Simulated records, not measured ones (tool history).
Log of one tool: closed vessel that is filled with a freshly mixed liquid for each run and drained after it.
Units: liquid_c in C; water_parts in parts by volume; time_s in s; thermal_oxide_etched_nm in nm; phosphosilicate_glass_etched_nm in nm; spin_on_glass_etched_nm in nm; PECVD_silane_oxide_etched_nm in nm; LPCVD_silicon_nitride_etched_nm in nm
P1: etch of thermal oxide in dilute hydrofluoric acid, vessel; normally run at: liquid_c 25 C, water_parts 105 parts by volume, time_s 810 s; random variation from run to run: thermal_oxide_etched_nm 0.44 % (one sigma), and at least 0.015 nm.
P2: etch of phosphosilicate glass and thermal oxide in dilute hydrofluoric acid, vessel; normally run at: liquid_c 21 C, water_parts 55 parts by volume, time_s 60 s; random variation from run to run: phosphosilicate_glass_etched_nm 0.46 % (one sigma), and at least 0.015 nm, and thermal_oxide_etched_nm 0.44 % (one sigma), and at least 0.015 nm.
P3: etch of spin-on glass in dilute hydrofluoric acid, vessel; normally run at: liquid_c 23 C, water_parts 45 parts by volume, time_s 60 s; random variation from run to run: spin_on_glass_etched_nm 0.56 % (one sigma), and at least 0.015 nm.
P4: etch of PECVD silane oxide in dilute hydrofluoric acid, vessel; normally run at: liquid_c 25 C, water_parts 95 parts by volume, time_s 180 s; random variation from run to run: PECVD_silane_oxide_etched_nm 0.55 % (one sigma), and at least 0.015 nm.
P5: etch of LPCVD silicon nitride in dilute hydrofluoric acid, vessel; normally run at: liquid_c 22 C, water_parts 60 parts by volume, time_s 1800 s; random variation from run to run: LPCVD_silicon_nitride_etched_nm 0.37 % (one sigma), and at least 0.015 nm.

run,day,process,liquid_c,water_parts,time_s,hours since the thermometer was replaced,hours since the hydrofluoric acid flow meter was replaced,thermal_oxide_etched_nm,phosphosilicate_glass_etched_nm,spin_on_glass_etched_nm,PECVD_silane_oxide_etched_nm,LPCVD_silicon_nitride_etched_nm
1,0.275,P1,25,105,810,163.6,1134.1,39.575,,,,
2,0.783,P2,21,55,60,175.8,1146.3,4.9115,181.21,,,
3,1.112,P1,29,70,810,183.7,1154.2,72.713,,,,
4,1.383,P2,21,55,60,190.2,1160.7,4.9294,182.9,,,
5,1.846,P3,23,45,60,201.3,1171.8,,,59.307,,
6,2.275,P3,23,70,60,211.6,1182.1,,,36.399,,
7,2.538,P2,21,55,115,217.9,1188.4,9.441,347.86,,,
8,2.904,P1,25,105,810,226.7,1197.2,39.391,,,,
9,3.342,P4,19.5,95,180,237.2,1207.7,,,,40.832,
10,3.854,P1,25,105,810,249.5,1220,39.518,,,,
11,4.375,P5,22,60,2880,262,1232.5,,,,,18.918
# day 4.479: hydrofluoric acid flow meter replaced
12,4.638,P1,25,20,810,268.3,3.9,234.2,,,,
13,4.925,P4,25,180,180,275.2,10.8,,,,24.356,
14,5.383,P1,25,105,810,286.2,21.8,39.462,,,,
15,5.8,P4,25,95,280,296.2,31.8,,,,79.497,
16,6.121,P1,19.5,105,810,303.9,39.5,32.001,,,,
17,6.475,P1,25,105,810,312.4,48,39.26,,,,
18,6.746,P2,29.5,55,60,318.9,54.5,6.9311,257.14,,,
19,7.079,P3,30,45,60,326.9,62.5,,,77.513,,
20,7.404,P3,23,45,90,334.7,70.3,,,87.809,,
21,7.762,P5,22,20,1800,343.3,78.9,,,,,34.423
22,8.25,P5,29,60,1800,355,90.6,,,,,18.896
23,8.604,P1,25,105,115,363.5,99.1,5.5975,,,,
24,8.892,P4,25,95,180,370.4,106,,,,50.637,
25,9.188,P1,30.5,105,810,377.5,113.1,48.764,,,,
26,9.588,P1,25,145,810,387.1,122.7,27.386,,,,
27,9.879,P5,22,60,1800,394.1,129.7,,,,,11.9
28,10.125,P4,25,95,180,400,135.6,,,,51.403,
29,10.6,P1,25,105,1435,411.4,147,70.574,,,,
30,10.908,P1,25,105,810,418.8,154.4,39.235,,,,
31,11.433,P2,21,20,60,431.4,167,14.081,516.62,,,
32,11.838,P1,25,105,810,441.1,176.7,39.594,,,,
33,12.188,P1,25,105,810,449.5,185.1,40.366,,,,
34,12.621,P1,25,105,810,459.9,195.5,41.228,,,,
35,12.917,P1,25,105,810,467,202.6,41.306,,,,
36,13.2,P1,25,105,810,473.8,209.4,41.373,,,,
37,13.662,P1,25,105,810,484.9,220.5,42.07,,,,
38,14.15,P1,25,105,810,496.6,232.2,42.221,,,,
39,14.688,P1,25,105,810,509.5,245.1,42.036,,,,
40,15.175,P1,25,105,810,521.2,256.8,42.624,,,,
41,15.675,P1,25,105,810,533.2,268.8,42.372,,,,
42,16.004,P1,25,105,810,541.1,276.7,42.61,,,,
43,16.483,P1,25,105,810,552.6,288.2,42.4,,,,

What P1 gives has crept away from where it was. These 2 causes fit the log equally well, each at the size given:
A: liquid hotter than its thermometer reads (K) = 1.9
B: hydrofluoric acid flow above the setpoint (%) = 6.73
The creep began at about day 11.838.

4 check runs are offered, one wafer each, their results left as question marks. Which one tells the causes apart?
check 1,16.962,P5,22,60,1800,,,,,,,?
check 2,16.962,P4,25,95,180,,,,,,?,
check 3,16.962,P3,23,45,60,,,,,?,,
check 4,16.962,P2,21,55,60,,,?,?,,,

What each check would give under each cause:
check,result,if A,if B
check 1,LPCVD_silicon_nitride_etched_nm,13.479,12.632
check 2,PECVD_silane_oxide_etched_nm,55.035,54.954
check 3,spin_on_glass_etched_nm,63.373,62.765
check 4,thermal_oxide_etched_nm,5.3075,5.256
check 4,phosphosilicate_glass_etched_nm,197.05,195.14
How far apart the two closest causes lie, in the result that separates them most: check 1 6.49 %; check 2 0.15 %; check 3 0.96 %; check 4 0.97 %
Check 1 tells the causes apart: in the others they would give nearly the same result.

Check 1 was then run and gave: LPCVD_silicon_nitride_etched_nm 12.688 nm. Which cause is it?

It is B: hydrofluoric acid flow above the setpoint (%).
